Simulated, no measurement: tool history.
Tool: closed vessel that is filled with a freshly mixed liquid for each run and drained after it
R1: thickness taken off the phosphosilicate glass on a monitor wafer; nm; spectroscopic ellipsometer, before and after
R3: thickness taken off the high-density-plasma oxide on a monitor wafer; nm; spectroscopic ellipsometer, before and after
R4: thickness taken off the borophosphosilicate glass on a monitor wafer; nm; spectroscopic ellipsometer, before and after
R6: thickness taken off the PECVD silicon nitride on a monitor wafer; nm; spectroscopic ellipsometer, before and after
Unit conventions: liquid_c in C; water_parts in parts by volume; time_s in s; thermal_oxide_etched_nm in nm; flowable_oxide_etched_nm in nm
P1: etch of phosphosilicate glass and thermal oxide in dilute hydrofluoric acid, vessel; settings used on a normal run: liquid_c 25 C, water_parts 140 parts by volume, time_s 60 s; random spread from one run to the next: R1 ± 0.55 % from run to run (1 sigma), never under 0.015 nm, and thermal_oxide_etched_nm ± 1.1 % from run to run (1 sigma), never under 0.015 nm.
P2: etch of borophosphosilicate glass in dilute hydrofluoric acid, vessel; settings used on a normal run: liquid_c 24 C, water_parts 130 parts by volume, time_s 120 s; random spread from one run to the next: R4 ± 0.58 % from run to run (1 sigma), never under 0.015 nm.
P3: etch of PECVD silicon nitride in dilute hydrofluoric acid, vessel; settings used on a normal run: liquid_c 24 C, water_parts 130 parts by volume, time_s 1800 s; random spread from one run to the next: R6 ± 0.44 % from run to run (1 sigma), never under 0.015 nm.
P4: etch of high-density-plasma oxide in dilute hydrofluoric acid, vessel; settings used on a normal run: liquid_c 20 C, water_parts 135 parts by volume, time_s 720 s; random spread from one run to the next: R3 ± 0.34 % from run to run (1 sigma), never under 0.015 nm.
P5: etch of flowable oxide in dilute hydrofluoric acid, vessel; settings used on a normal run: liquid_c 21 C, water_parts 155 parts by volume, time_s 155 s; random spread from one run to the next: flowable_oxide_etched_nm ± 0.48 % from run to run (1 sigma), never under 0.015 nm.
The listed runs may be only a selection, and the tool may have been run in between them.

Run 1, day 0.167: process P1, liquid_c 25 C, water_parts 140 parts by volume, time_s 60 s. Result: R1 25.048 nm, thermal_oxide_etched_nm 1.8868 nm.
Run 2, day 0.354: process P1, liquid_c 25 C, water_parts 35 parts by volume, time_s 60 s. Result: R1 115.35 nm, thermal_oxide_etched_nm 8.9999 nm.
Run 3, day 0.521: process P4, liquid_c 20 C, water_parts 135 parts by volume, time_s 720 s. Result: R3 37.08 nm.
Run 4, day 0.625: process P2, liquid_c 19 C, water_parts 130 parts by volume, time_s 120 s. Result: R4 50.352 nm.
Run 5, day 0.758: process P2, liquid_c 24 C, water_parts 130 parts by volume, time_s 225 s. Result: R4 115.55 nm.
Run 6, day 0.954: process P1, liquid_c 25 C, water_parts 140 parts by volume, time_s 60 s. Result: R1 25.247 nm, thermal_oxide_etched_nm 1.907 nm.
Run 7, day 1.071: process P1, liquid_c 25 C, water_parts 140 parts by volume, time_s 60 s. Result: R1 25.206 nm, thermal_oxide_etched_nm 1.9554 nm.
Run 8, day 1.192: process P4, liquid_c 20 C, water_parts 135 parts by volume, time_s 1270 s. Result: R3 65.252 nm.
Run 9, day 1.379: process P5, liquid_c 21 C, water_parts 155 parts by volume, time_s 35 s. Result: flowable_oxide_etched_nm 8.8724 nm.
Run 10, day 1.492: process P1, liquid_c 25 C, water_parts 235 parts by volume, time_s 60 s. Result: R1 13.432 nm, thermal_oxide_etched_nm 1.0366 nm.
Run 11, day 1.667: process P3, liquid_c 24 C, water_parts 130 parts by volume, time_s 870 s. Result: R6 12.952 nm.
Run 12, day 1.862: process P2, liquid_c 24 C, water_parts 230 parts by volume, time_s 120 s. Result: R4 31.169 nm.
Run 13, day 2.046: process P1, liquid_c 30.5 C, water_parts 140 parts by volume, time_s 60 s. Result: R1 30.855 nm, thermal_oxide_etched_nm 2.3759 nm.
Run 14, day 2.192: process P4, liquid_c 20 C, water_parts 135 parts by volume, time_s 720 s. Result: R3 37.032 nm.
Run 15, day 2.396: process P1, liquid_c 30 C, water_parts 140 parts by volume, time_s 30 s. Result: R1 15.072 nm, thermal_oxide_etched_nm 1.1966 nm.
Run 16, day 2.521: process P4, liquid_c 20 C, water_parts 45 parts by volume, time_s 720 s. Result: R3 122.01 nm.
Run 17, day 2.662: process P1, liquid_c 25 C, water_parts 140 parts by volume, time_s 95 s. Result: R1 40.134 nm, thermal_oxide_etched_nm 3.0961 nm.
Run 18, day 2.871: process P5, liquid_c 21 C, water_parts 95 parts by volume, time_s 155 s. Result: flowable_oxide_etched_nm 68.415 nm.
Run 19, day 2.979: process P5, liquid_c 29 C, water_parts 155 parts by volume, time_s 155 s. Result: flowable_oxide_etched_nm 53.855 nm.
Run 20, day 3.129: process P3, liquid_c 17 C, water_parts 130 parts by volume, time_s 1800 s. Result: R6 16.733 nm.
Run 21, day 3.317: process P1, liquid_c 25 C, water_parts 245 parts by volume, time_s 115 s. Result: R1 24.431 nm, thermal_oxide_etched_nm 1.8857 nm.
Run 22, day 3.521: process P1, liquid_c 25 C, water_parts 140 parts by volume, time_s 60 s. Result: R1 25.236 nm, thermal_oxide_etched_nm 1.9153 nm.
Run 23, day 3.658: process P5, liquid_c 21 C, water_parts 155 parts by volume, time_s 155 s. Result: flowable_oxide_etched_nm 39.502 nm.
Run 24, day 3.762: process P1, liquid_c 25 C, water_parts 140 parts by volume, time_s 60 s. Result: R1 25.334 nm, thermal_oxide_etched_nm 1.9628 nm.
Run 25, day 3.983: process P3, liquid_c 24 C, water_parts 130 parts by volume, time_s 1800 s. Result: R6 26.817 nm.
Run 26, day 4.212: process P3, liquid_c 24 C, water_parts 25 parts by volume, time_s 1800 s. Result: R6 134.9 nm.
Run 27, day 4.338: process P1, liquid_c 25 C, water_parts 140 parts by volume, time_s 60 s. Result: R1 25.313 nm, thermal_oxide_etched_nm 1.9138 nm.
Run 28, day 4.458: process P2, liquid_c 24 C, water_parts 130 parts by volume, time_s 120 s. Result: R4 61.6 nm.
Run 29, day 4.579: process P1, liquid_c 25 C, water_parts 140 parts by volume, time_s 30 s. Result: R1 12.503 nm, thermal_oxide_etched_nm 0.95534 nm.
Run 30, day 4.725: process P4, liquid_c 27.5 C, water_parts 135 parts by volume, time_s 720 s. Result: R3 49.478 nm.
Run 31, day 4.833: process P1, liquid_c 17 C, water_parts 140 parts by volume, time_s 60 s. Result: R1 18.416 nm, thermal_oxide_etched_nm 1.4394 nm.
Run 32, day 4.942: process P1, liquid_c 25 C, water_parts 140 parts by volume, time_s 60 s. Result: R1 25.125 nm, thermal_oxide_etched_nm 1.9677 nm.
Run 33, day 5.167: process P1, liquid_c 25 C, water_parts 140 parts by volume, time_s 60 s. Result: R1 24.57 nm, thermal_oxide_etched_nm 1.8799 nm.
Run 34, day 5.283: process P1, liquid_c 25 C, water_parts 140 parts by volume, time_s 60 s. Result: R1 24.119 nm, thermal_oxide_etched_nm 1.8989 nm.
Run 35, day 5.483: process P1, liquid_c 25 C, water_parts 140 parts by volume, time_s 60 s. Result: R1 23.762 nm, thermal_oxide_etched_nm 1.8557 nm.
Run 36, day 5.588: process P1, liquid_c 25 C, water_parts 140 parts by volume, time_s 60 s. Result: R1 23.839 nm, thermal_oxide_etched_nm 1.824 nm.
Run 37, day 5.779: process P1, liquid_c 25 C, water_parts 140 parts by volume, time_s 60 s. Result: R1 23.806 nm, thermal_oxide_etched_nm 1.844 nm.
Run 38, day 5.946: process P1, liquid_c 25 C, water_parts 140 parts by volume, time_s 60 s. Result: R1 23.97 nm, thermal_oxide_etched_nm 1.8698 nm.
Run 39, day 6.138: process P1, liquid_c 25 C, water_parts 140 parts by volume, time_s 60 s. Result: R1 23.759 nm, thermal_oxide_etched_nm 1.8555 nm.
Run 40, day 6.246: process P1, liquid_c 25 C, water_parts 140 parts by volume, time_s 60 s. Result: R1 23.766 nm, thermal_oxide_etched_nm 1.8295 nm.

P1 has crept away from where it was. The log is fitted equally well by each of these 2 causes, at the sizes shown:
A: hydrofluoric acid flow below the setpoint (%) = 4.6
B: liquid colder than its thermometer reads (K) = 1.44
Onset of the creep was near day 4.942.

The check runs listed below each take one wafer, and their results are still question marks. Under which run would the listed causes lead to clearly different results?
Run check 1, day 6.354: process P5, liquid_c 28.5 C, water_parts 155 parts by volume, time_s 60 s. Result: flowable_oxide_etched_nm ?.
Run check 2, day 6.354: process P4, liquid_c 20 C, water_parts 85 parts by volume, time_s 720 s. Result: R3 ?.
Run check 3, day 6.354: process P2, liquid_c 21 C, water_parts 130 parts by volume, time_s 190 s. Result: R4 ?.
Run check 4, day 6.354: process P3, liquid_c 17.5 C, water_parts 130 parts by volume, time_s 1800 s. Result: R6 ?.

What every check run would give for each of its results, assuming each possible cause in turn:
  check                    result    if A    if B
check 1  flowable_oxide_etched_nm  19.163  19.233
check 2                        R3   58.94  58.452
check 3                        R4  82.322  81.999
check 4                        R6  16.541  15.671
Separation of the two closest causes in each check, using whichever result separates them best: check 1 0.37 %; check 2 0.83 %; check 3 0.39 %; check 4 5.4 %
Check 4 is the one run that separates the causes; every other check would come out nearly the same whichever cause is at work.

With check 4 done, the readings were: R6 15.721 nm. Identify which of the listed causes applies.

Of the candidate causes, it is B: liquid colder than its thermometer reads (K).
